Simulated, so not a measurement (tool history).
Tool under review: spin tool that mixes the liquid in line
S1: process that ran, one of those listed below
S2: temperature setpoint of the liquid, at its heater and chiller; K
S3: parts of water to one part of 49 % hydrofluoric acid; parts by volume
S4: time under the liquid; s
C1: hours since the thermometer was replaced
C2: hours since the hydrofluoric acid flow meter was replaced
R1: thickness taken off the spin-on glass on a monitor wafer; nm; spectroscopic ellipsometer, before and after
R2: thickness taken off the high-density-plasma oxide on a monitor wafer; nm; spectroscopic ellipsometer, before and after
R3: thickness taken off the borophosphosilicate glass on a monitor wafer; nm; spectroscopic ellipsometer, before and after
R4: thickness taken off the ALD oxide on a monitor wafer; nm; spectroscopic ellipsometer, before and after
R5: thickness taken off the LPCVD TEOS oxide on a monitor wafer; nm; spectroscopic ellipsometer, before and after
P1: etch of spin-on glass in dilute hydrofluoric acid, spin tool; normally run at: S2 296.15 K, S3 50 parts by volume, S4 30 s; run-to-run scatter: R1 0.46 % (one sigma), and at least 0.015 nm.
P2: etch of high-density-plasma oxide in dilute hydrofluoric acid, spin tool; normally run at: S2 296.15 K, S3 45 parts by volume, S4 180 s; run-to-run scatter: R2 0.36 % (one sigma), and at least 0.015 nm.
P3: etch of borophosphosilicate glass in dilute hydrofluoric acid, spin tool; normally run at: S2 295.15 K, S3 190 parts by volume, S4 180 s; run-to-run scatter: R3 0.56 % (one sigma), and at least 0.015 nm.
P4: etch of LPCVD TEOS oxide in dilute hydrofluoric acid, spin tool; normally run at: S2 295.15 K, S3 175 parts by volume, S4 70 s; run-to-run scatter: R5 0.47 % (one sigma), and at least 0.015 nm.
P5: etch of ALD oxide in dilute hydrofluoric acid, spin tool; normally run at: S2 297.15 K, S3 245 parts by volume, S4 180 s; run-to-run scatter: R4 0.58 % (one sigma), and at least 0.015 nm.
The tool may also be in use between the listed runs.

{"run": 1, "hour": 4.5, "S1": "P1", "S2": 296.15, "S3": 50, "S4": 30, "C1": 146.2, "C2": 1184.2, "R1": 22.674}
{"run": 2, "hour": 8.9, "S1": "P1", "S2": 296.15, "S3": 50, "S4": 60, "C1": 150.6, "C2": 1188.6, "R1": 45.441}
{"run": 3, "hour": 12.4, "S1": "P1", "S2": 290.15, "S3": 50, "S4": 30, "C1": 154.1, "C2": 1192.1, "R1": 17.527}
{"run": 4, "hour": 17.0, "S1": "P2", "S2": 296.15, "S3": 45, "S4": 180, "C1": 158.7, "C2": 1196.7, "R2": 24.414}
{"run": 5, "hour": 20.6, "S1": "P3", "S2": 295.15, "S3": 190, "S4": 35, "C1": 162.3, "C2": 1200.3, "R3": 5.332}
{"run": 6, "hour": 23.3, "S1": "P5", "S2": 297.15, "S3": 420, "S4": 180, "C1": 165.0, "C2": 1203.0, "R4": 4.4608}
{"run": 7, "hour": 26.9, "S1": "P3", "S2": 295.15, "S3": 190, "S4": 180, "C1": 168.6, "C2": 1206.6, "R3": 27.662}
{"run": 8, "hour": 30.1, "S1": "P3", "S2": 295.15, "S3": 190, "S4": 180, "C1": 171.8, "C2": 1209.8, "R3": 27.54}
{"run": 9, "hour": 33.4, "S1": "P4", "S2": 290.15, "S3": 175, "S4": 70, "C1": 175.1, "C2": 1213.1, "R5": 4.7307}
{"run": 10, "hour": 36.2, "S1": "P3", "S2": 290.15, "S3": 190, "S4": 180, "C1": 177.9, "C2": 1215.9, "R3": 22.515}
{"run": 11, "hour": 39.1, "S1": "P1", "S2": 296.15, "S3": 50, "S4": 30, "C1": 180.8, "C2": 1218.8, "R1": 22.646}
{"run": 12, "hour": 41.5, "S1": "P5", "S2": 303.65, "S3": 245, "S4": 180, "C1": 183.2, "C2": 1221.2, "R4": 11.293}
{"run": 13, "hour": 45.6, "S1": "P5", "S2": 297.15, "S3": 245, "S4": 180, "C1": 187.3, "C2": 1225.3, "R4": 9.016}
{"run": 14, "hour": 48.5, "S1": "P4", "S2": 295.15, "S3": 175, "S4": 70, "C1": 190.2, "C2": 1228.2, "R5": 5.7643}
{"run": 15, "hour": 51.5, "S1": "P5", "S2": 297.15, "S3": 245, "S4": 25, "C1": 193.2, "C2": 1231.2, "R4": 1.2451}
{"run": 16, "hour": 55.2, "S1": "P2", "S2": 296.15, "S3": 75, "S4": 180, "C1": 196.9, "C2": 1234.9, "R2": 14.165}
{"run": 17, "hour": 57.7, "S1": "P1", "S2": 296.15, "S3": 50, "S4": 15, "C1": 199.4, "C2": 1237.4, "R1": 11.413}
{"run": 18, "hour": 61.5, "S1": "P4", "S2": 295.15, "S3": 75, "S4": 70, "C1": 203.2, "C2": 1241.2, "R5": 15.06}
{"run": 19, "hour": 65.5, "S1": "P1", "S2": 304.15, "S3": 50, "S4": 30, "C1": 207.2, "C2": 1245.2, "R1": 31.236}
{"run": 20, "hour": 69.2, "S1": "P1", "S2": 296.15, "S3": 20, "S4": 30, "C1": 210.9, "C2": 1248.9, "R1": 59.111}
{"run": 21, "hour": 71.6, "S1": "P1", "S2": 296.15, "S3": 50, "S4": 30, "C1": 213.3, "C2": 1251.3, "R1": 22.736}
{"run": 22, "hour": 76.0, "S1": "P3", "S2": 295.15, "S3": 80, "S4": 180, "C1": 217.7, "C2": 1255.7, "R3": 73.376}
{"run": 23, "hour": 79.2, "S1": "P1", "S2": 296.15, "S3": 50, "S4": 30, "C1": 220.9, "C2": 1258.9, "R1": 22.821}
{"run": 24, "hour": 83.3, "S1": "P2", "S2": 296.15, "S3": 45, "S4": 15, "C1": 225.0, "C2": 1263.0, "R2": 2.0297}
{"run": 25, "hour": 87.6, "S1": "P1", "S2": 296.15, "S3": 85, "S4": 50, "C1": 229.3, "C2": 1267.3, "R1": 21.224}
{"run": 26, "hour": 91.3, "S1": "P1", "S2": 302.15, "S3": 50, "S4": 60, "C1": 233.0, "C2": 1271.0, "R1": 57.757}
{"run": 27, "hour": 94.3, "S1": "P1", "S2": 296.15, "S3": 50, "S4": 30, "C1": 236.0, "C2": 1274.0, "R1": 22.404}
{"run": 28, "hour": 98.5, "S1": "P1", "S2": 300.15, "S3": 50, "S4": 15, "C1": 240.2, "C2": 1278.2, "R1": 13.241}
{"run": 29, "hour": 103.0, "S1": "P1", "S2": 296.15, "S3": 85, "S4": 30, "C1": 244.7, "C2": 1282.7, "R1": 12.709}
{"run": 30, "hour": 107.3, "S1": "P4", "S2": 295.15, "S3": 175, "S4": 15, "C1": 249.0, "C2": 1287.0, "R5": 1.2378}
{"run": 31, "hour": 111.3, "S1": "P5", "S2": 297.15, "S3": 245, "S4": 180, "C1": 253.0, "C2": 1291.0, "R4": 8.9097}
{"run": 32, "hour": 114.6, "S1": "P2", "S2": 290.15, "S3": 45, "S4": 180, "C1": 256.3, "C2": 1294.3, "R2": 19.053}
{"run": 33, "hour": 118.3, "S1": "P2", "S2": 296.15, "S3": 45, "S4": 180, "C1": 260.0, "C2": 1298.0, "R2": 24.638}
{"run": 34, "hour": 122.4, "S1": "P1", "S2": 296.15, "S3": 50, "S4": 30, "C1": 264.1, "C2": 1302.1, "R1": 22.514}
{"run": 35, "hour": 124.8, "S1": "P1", "S2": 296.15, "S3": 50, "S4": 30, "C1": 266.5, "C2": 1304.5, "R1": 22.583}
{"run": 36, "hour": 128.6, "S1": "P1", "S2": 296.15, "S3": 50, "S4": 30, "C1": 270.3, "C2": 1308.3, "R1": 21.793}
{"run": 37, "hour": 132.0, "S1": "P1", "S2": 296.15, "S3": 50, "S4": 30, "C1": 273.7, "C2": 1311.7, "R1": 21.336}
{"run": 38, "hour": 135.3, "S1": "P1", "S2": 296.15, "S3": 50, "S4": 30, "C1": 277.0, "C2": 1315.0, "R1": 21.074}
{"run": 39, "hour": 140.1, "S1": "P1", "S2": 296.15, "S3": 50, "S4": 30, "C1": 281.8, "C2": 1319.8, "R1": 21.001}
{"run": 40, "hour": 144.3, "S1": "P1", "S2": 296.15, "S3": 50, "S4": 30, "C1": 286.0, "C2": 1324.0, "R1": 20.925}
{"run": 41, "hour": 148.1, "S1": "P1", "S2": 296.15, "S3": 50, "S4": 30, "C1": 289.8, "C2": 1327.8, "R1": 20.719}
{"run": 42, "hour": 151.2, "S1": "P1", "S2": 296.15, "S3": 50, "S4": 30, "C1": 292.9, "C2": 1330.9, "R1": 20.785}
{"run": 43, "hour": 155.6, "S1": "P1", "S2": 296.15, "S3": 50, "S4": 30, "C1": 297.3, "C2": 1335.3, "R1": 20.631}

The output of P1 has drifted from where it used to be. Each of the 2 causes below, taken at the size shown beside it, accounts for the log equally well:
A: liquid colder than its thermometer reads (K) = 2.24
B: hydrofluoric acid flow below the setpoint (%) = 8.38
At approximately hour 124.8, the process output began to creep.

Below are 4 check runs, each averaged over 2 wafers, with their results shown as question marks. Which of them would give clearly different results depending on which cause is behind the drift?
{"run": "check 1", "hour": 160.0, "S1": "P4", "S2": 290.65, "S3": 85, "S4": 70, "R5": "?"}
{"run": "check 2", "hour": 160.0, "S1": "P5", "S2": 301.65, "S3": 245, "S4": 180, "R4": "?"}
{"run": "check 3", "hour": 160.0, "S1": "P3", "S2": 295.15, "S3": 110, "S4": 35, "R3": "?"}
{"run": "check 4", "hour": 160.0, "S1": "P2", "S2": 290.65, "S3": 45, "S4": 115, "R2": "?"}

How each check would come out, cause by cause:
check=check_1 result=R5 if_A=9.8871 if_B=9.8877
check=check_2 result=R4 if_A=9.7019 if_B=9.3660
check=check_3 result=R3 if_A=9.1917 if_B=9.1153
check=check_4 result=R2 if_A=11.2580 if_B=11.3240
How far apart the two closest causes lie, in the result that separates them most: check 1 0.01 %; check 2 3.52 %; check 3 0.84 %; check 4 0.59 %
Check 2 distinguishes between the causes, while the remaining checks would return nearly the same result for all of them.

With check 2 done, the readings were: R4 9.6705 nm. Identify which of the listed causes applies.

A is the cause: liquid colder than its thermometer reads (K).

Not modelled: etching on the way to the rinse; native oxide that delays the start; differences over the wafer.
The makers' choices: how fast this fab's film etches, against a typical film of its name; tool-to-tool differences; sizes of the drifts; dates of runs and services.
